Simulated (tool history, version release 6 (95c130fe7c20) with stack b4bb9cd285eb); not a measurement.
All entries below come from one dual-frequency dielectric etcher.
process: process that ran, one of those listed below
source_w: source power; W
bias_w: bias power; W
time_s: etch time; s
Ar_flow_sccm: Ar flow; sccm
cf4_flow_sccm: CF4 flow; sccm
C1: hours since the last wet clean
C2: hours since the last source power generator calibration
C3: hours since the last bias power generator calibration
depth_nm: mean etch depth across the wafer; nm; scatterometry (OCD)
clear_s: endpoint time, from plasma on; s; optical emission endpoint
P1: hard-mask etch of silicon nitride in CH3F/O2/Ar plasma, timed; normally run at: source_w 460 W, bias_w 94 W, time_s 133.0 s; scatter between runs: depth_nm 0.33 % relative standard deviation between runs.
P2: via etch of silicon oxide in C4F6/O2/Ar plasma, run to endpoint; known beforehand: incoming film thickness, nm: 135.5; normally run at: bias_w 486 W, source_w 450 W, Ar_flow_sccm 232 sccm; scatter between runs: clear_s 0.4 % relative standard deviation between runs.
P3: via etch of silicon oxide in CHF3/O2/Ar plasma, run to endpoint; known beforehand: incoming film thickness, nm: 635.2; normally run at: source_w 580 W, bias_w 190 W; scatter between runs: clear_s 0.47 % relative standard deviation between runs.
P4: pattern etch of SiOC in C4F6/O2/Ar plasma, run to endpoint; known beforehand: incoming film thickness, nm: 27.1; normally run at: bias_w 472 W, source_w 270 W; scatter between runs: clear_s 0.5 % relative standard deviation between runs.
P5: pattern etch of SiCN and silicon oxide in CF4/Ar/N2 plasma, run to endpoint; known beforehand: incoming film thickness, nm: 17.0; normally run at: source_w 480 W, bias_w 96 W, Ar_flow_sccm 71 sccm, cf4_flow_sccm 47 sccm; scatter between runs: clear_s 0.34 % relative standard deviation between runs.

run 1 hour=7.3 | process=P1 source_w=460 bias_w=94 time_s=133.0 | C1=282.3 C2=1800.0 C3=805.3 | depth_nm=105.360
run 2 hour=11.8 | process=P5 source_w=480 bias_w=96 Ar_flow_sccm=88 cf4_flow_sccm=47 | C1=286.8 C2=1804.5 C3=809.8 | clear_s=18.325
run 3 hour=16.7 | process=P1 source_w=460 bias_w=94 time_s=133.0 | C1=291.7 C2=1809.4 C3=814.7 | depth_nm=104.790
run 4 hour=22.5 | process=P3 source_w=580 bias_w=190 | C1=297.5 C2=1815.2 C3=820.5 | clear_s=323.980
run 5 hour=28.7 | process=P3 source_w=580 bias_w=227 | C1=303.7 C2=1821.4 C3=826.7 | clear_s=306.530
run 6 hour=33.2 | process=P2 source_w=450 bias_w=486 Ar_flow_sccm=232 | C1=308.2 C2=1825.9 C3=831.2 | clear_s=27.047
run 7 hour=42.9 | process=P2 source_w=450 bias_w=486 Ar_flow_sccm=309 | C1=317.9 C2=1835.6 C3=840.9 | clear_s=28.000
run 8 hour=50.3 | process=P1 source_w=460 bias_w=58 time_s=133.0 | C1=325.3 C2=1843.0 C3=848.3 | depth_nm=88.926
run 9 hour=58.6 | process=P4 source_w=270 bias_w=472 | C1=333.6 C2=1851.3 C3=856.6 | clear_s=10.336
-- hour=62.6 wet clean of the chamber
run 10 hour=64.4 | process=P1 source_w=360 bias_w=94 time_s=133.0 | C1=1.8 C2=1857.1 C3=862.4 | depth_nm=95.833
run 11 hour=74.0 | process=P2 source_w=450 bias_w=486 Ar_flow_sccm=232 | C1=11.4 C2=1866.7 C3=872.0 | clear_s=27.234
run 12 hour=82.8 | process=P1 source_w=460 bias_w=94 time_s=133.0 | C1=20.2 C2=1875.5 C3=880.8 | depth_nm=104.810
-- hour=89.8 bias power generator calibrated
run 13 hour=91.6 | process=P3 source_w=580 bias_w=190 | C1=29.0 C2=1884.3 C3=1.8 | clear_s=323.740
run 14 hour=97.2 | process=P1 source_w=460 bias_w=94 time_s=133.0 | C1=34.6 C2=1889.9 C3=7.4 | depth_nm=105.160
run 15 hour=106.8 | process=P5 source_w=480 bias_w=96 Ar_flow_sccm=71 cf4_flow_sccm=27 | C1=44.2 C2=1899.5 C3=17.0 | clear_s=19.306
run 16 hour=111.7 | process=P1 source_w=550 bias_w=121 time_s=133.0 | C1=49.1 C2=1904.4 C3=21.9 | depth_nm=123.420
run 17 hour=119.1 | process=P1 source_w=610 bias_w=94 time_s=133.0 | C1=56.5 C2=1911.8 C3=29.3 | depth_nm=116.960
run 18 hour=125.0 | process=P5 source_w=360 bias_w=96 Ar_flow_sccm=71 cf4_flow_sccm=47 | C1=62.4 C2=1917.7 C3=35.2 | clear_s=22.845
run 19 hour=134.0 | process=P1 source_w=460 bias_w=94 time_s=133.0 | C1=71.4 C2=1926.7 C3=44.2 | depth_nm=104.880
run 20 hour=143.9 | process=P4 source_w=270 bias_w=663 | C1=81.3 C2=1936.6 C3=54.1 | clear_s=9.092
run 21 hour=149.1 | process=P1 source_w=460 bias_w=94 time_s=194.5 | C1=86.5 C2=1941.8 C3=59.3 | depth_nm=153.890
run 22 hour=156.7 | process=P4 source_w=270 bias_w=472 | C1=94.1 C2=1949.4 C3=66.9 | clear_s=10.513
run 23 hour=162.1 | process=P5 source_w=480 bias_w=96 Ar_flow_sccm=71 cf4_flow_sccm=47 | C1=99.5 C2=1954.8 C3=72.3 | clear_s=17.776
run 24 hour=169.0 | process=P2 source_w=610 bias_w=486 Ar_flow_sccm=232 | C1=106.4 C2=1961.7 C3=79.2 | clear_s=24.057
run 25 hour=176.1 | process=P3 source_w=710 bias_w=190 | C1=113.5 C2=1968.8 C3=86.3 | clear_s=301.280
run 26 hour=183.1 | process=P1 source_w=630 bias_w=94 time_s=188.5 | C1=120.5 C2=1975.8 C3=93.3 | depth_nm=168.590
run 27 hour=192.2 | process=P4 source_w=190 bias_w=472 | C1=129.6 C2=1984.9 C3=102.4 | clear_s=11.891
run 28 hour=201.6 | process=P5 source_w=480 bias_w=96 Ar_flow_sccm=71 cf4_flow_sccm=47 | C1=139.0 C2=1994.3 C3=111.8 | clear_s=17.833
run 29 hour=209.8 | process=P1 source_w=460 bias_w=94 time_s=97.5 | C1=147.2 C2=2002.5 C3=120.0 | depth_nm=77.490
run 30 hour=214.5 | process=P1 source_w=460 bias_w=130 time_s=133.0 | C1=151.9 C2=2007.2 C3=124.7 | depth_nm=118.450
run 31 hour=222.0 | process=P5 source_w=480 bias_w=67 Ar_flow_sccm=71 cf4_flow_sccm=47 | C1=159.4 C2=2014.7 C3=132.2 | clear_s=20.125
run 32 hour=227.9 | process=P2 source_w=450 bias_w=365 Ar_flow_sccm=232 | C1=165.3 C2=2020.6 C3=138.1 | clear_s=30.113
run 33 hour=236.7 | process=P1 source_w=460 bias_w=94 time_s=133.0 | C1=174.1 C2=2029.4 C3=146.9 | depth_nm=105.200
run 34 hour=242.7 | process=P1 source_w=460 bias_w=94 time_s=133.0 | C1=180.1 C2=2035.4 C3=152.9 | depth_nm=104.610
run 35 hour=247.9 | process=P1 source_w=460 bias_w=94 time_s=133.0 | C1=185.3 C2=2040.6 C3=158.1 | depth_nm=103.960
run 36 hour=255.0 | process=P1 source_w=460 bias_w=94 time_s=133.0 | C1=192.4 C2=2047.7 C3=165.2 | depth_nm=103.250
run 37 hour=260.0 | process=P1 source_w=460 bias_w=94 time_s=133.0 | C1=197.4 C2=2052.7 C3=170.2 | depth_nm=103.360
run 38 hour=266.3 | process=P1 source_w=460 bias_w=94 time_s=133.0 | C1=203.7 C2=2059.0 C3=176.5 | depth_nm=103.390
-- hour=271.3 wet clean of the chamber
run 39 hour=273.0 | process=P1 source_w=460 bias_w=94 time_s=133.0 | C1=1.7 C2=2065.7 C3=183.2 | depth_nm=103.130
run 40 hour=277.4 | process=P1 source_w=460 bias_w=94 time_s=133.0 | C1=6.1 C2=2070.1 C3=187.6 | depth_nm=103.540
run 41 hour=284.4 | process=P1 source_w=460 bias_w=94 time_s=133.0 | C1=13.1 C2=2077.1 C3=194.6 | depth_nm=103.380
run 42 hour=288.9 | process=P1 source_w=460 bias_w=94 time_s=133.0 | C1=17.6 C2=2081.6 C3=199.1 | depth_nm=103.920

What P1 gives has crept away from where it was. These 2 causes fit the log equally well, each at the size given:
A: bias power that arrives under what is set, % = 4.45
B: source power that arrives under what is set, % = 4.26
The drift started at roughly hour 236.7.
Other possible causes, and why each is ruled out:
chamber walls in a state that lowers the etch rate, %: was serviced at hour 271.3, once the creep was under way, yet the earlier output never came back

Each of the check runs listed below is run on 2 wafers and reports their average, with the results left as question marks. Pick the one under which the possible causes would lead to clearly different results.
run check 1 hour=293.4 | process=P4 source_w=270 bias_w=472 | clear_s=?
run check 2 hour=293.4 | process=P2 source_w=450 bias_w=486 Ar_flow_sccm=232 | clear_s=?
run check 3 hour=293.4 | process=P5 source_w=480 bias_w=96 Ar_flow_sccm=71 cf4_flow_sccm=47 | clear_s=?
run check 4 hour=293.4 | process=P3 source_w=580 bias_w=190 | clear_s=?

Check results expected under each cause:
check=check_1 result=clear_s if_A=10.606 if_B=10.594
check=check_2 result=clear_s if_A=27.526 if_B=27.507
check=check_3 result=clear_s if_A=18.094 if_B=18.494
check=check_4 result=clear_s if_A=329.190 if_B=329.560
Per-check spread between the two closest causes, in the result where they differ most: check 1 0.11 %; check 2 0.07 %; check 3 2.18 %; check 4 0.11 %
The causes can be told apart only by check 3. The other checks would give nearly the same results under each of them.

With check 3 done, the readings were: clear_s 18.466 s. Identify which of the listed causes applies.

B is the cause: source power that arrives under what is set, %.

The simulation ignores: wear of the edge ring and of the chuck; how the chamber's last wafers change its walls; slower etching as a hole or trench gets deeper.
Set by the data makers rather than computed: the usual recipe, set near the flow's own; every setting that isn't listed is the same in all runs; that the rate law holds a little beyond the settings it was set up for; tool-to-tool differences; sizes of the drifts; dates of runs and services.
